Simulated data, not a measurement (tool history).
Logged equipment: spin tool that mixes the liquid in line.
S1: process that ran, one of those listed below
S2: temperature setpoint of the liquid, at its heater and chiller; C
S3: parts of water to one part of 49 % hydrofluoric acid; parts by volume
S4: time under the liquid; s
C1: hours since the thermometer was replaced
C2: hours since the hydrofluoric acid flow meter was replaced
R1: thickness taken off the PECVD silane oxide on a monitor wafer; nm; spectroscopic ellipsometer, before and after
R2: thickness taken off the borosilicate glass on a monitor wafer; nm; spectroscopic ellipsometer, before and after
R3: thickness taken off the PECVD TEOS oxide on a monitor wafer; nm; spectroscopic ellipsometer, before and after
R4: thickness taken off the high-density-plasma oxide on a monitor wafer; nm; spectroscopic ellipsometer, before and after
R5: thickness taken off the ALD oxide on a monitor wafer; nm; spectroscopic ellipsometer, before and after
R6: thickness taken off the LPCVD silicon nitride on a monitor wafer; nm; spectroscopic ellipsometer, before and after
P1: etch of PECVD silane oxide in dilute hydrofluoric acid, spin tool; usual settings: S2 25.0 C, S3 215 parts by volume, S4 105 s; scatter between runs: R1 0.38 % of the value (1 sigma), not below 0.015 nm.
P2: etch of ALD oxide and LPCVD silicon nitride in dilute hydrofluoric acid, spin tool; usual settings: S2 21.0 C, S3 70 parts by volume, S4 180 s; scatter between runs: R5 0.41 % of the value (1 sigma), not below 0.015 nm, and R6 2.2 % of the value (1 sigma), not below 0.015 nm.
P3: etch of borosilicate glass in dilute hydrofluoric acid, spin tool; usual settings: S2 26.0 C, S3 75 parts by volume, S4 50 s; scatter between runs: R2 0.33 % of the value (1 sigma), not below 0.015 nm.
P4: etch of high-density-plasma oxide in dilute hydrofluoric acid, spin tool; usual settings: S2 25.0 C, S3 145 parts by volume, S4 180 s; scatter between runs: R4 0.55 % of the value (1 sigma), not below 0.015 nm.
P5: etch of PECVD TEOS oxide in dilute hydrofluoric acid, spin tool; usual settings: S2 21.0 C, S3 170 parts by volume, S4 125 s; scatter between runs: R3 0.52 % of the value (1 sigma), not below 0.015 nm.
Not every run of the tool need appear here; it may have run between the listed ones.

run	hour	S1	S2	S3	S4	C1	C2	R1	R2	R3	R4	R5	R6
1	8.8	P1	25.0	215	105	1043.3	331.5	6.60960					
2	16.0	P3	26.0	120	50	1050.5	338.7		9.0832				
3	22.0	P1	25.0	215	185	1056.5	344.7	11.81500					
4	27.7	P5	21.0	50	125	1062.2	350.4			33.0250			
5	32.3	P1	25.0	390	105	1066.8	355.0	3.07600					
6	38.3	P5	21.0	170	125	1072.8	361.0			8.4492			
7	46.7	P4	33.5	145	180	1081.2	369.4				8.25240		
8	52.2	P1	25.0	215	105	1086.7	374.9	6.61540					
9	59.9	P3	26.0	75	50	1094.4	382.6		15.3180				
10	64.4	P3	26.0	75	15	1098.9	387.1		4.6184				
11	71.6	P1	25.0	215	105	1106.1	394.3	6.63240					
12	78.8	P4	25.0	145	15	1113.3	401.5				0.50593		
13	86.7	P1	29.5	215	105	1121.2	409.4	7.79110					
14	94.4	P5	21.0	170	125	1128.9	417.1			8.5371			
15	103.6	P2	21.0	45	180	1138.1	426.3					52.927	1.33030
16	113.5	P5	21.0	170	15	1148.0	436.2			1.0373			
17	119.5	P4	25.0	240	180	1154.0	442.2				3.24820		
18	127.2	P1	25.0	320	25	1161.7	449.9	0.95016					
# hour 129.6: hydrofluoric acid flow meter replaced
19	133.0	P1	25.0	215	105	1167.5	3.5	6.62990					
20	141.6	P1	25.0	105	105	1176.1	12.1	15.43800					
21	149.1	P1	25.0	215	105	1183.6	19.6	6.63250					
22	153.7	P3	31.5	75	50	1188.2	24.2		19.1580				
23	162.4	P5	17.0	170	125	1196.9	32.9			7.2533			
24	172.1	P2	21.0	70	180	1206.6	42.6					32.727	0.89341
25	178.3	P1	19.0	215	105	1212.8	48.8	5.27510					
26	183.8	P2	21.0	70	295	1218.3	54.3					53.402	1.42700
27	188.2	P1	25.0	215	40	1222.7	58.7	2.51610					
28	192.6	P2	27.5	70	180	1227.1	63.1					42.433	1.36100
29	202.2	P4	25.0	145	180	1236.7	72.7				5.99750		
30	210.2	P1	25.0	95	55	1244.7	80.7	9.08040					
31	220.3	P1	25.0	215	105	1254.8	90.8	6.59750					
32	228.3	P1	25.0	215	105	1262.8	98.8	6.76600					
33	237.3	P1	25.0	215	105	1271.8	107.8	7.00080					
34	245.9	P1	25.0	215	105	1280.4	116.4	7.07160					
35	251.8	P1	25.0	215	105	1286.3	122.3	7.06290					
36	259.1	P1	25.0	215	105	1293.6	129.6	7.14010					

The next listed run, before its measurement:
37	269.0	P1	25.0	215	105	1303.5	139.5	?					

R1: 7.11480 nm
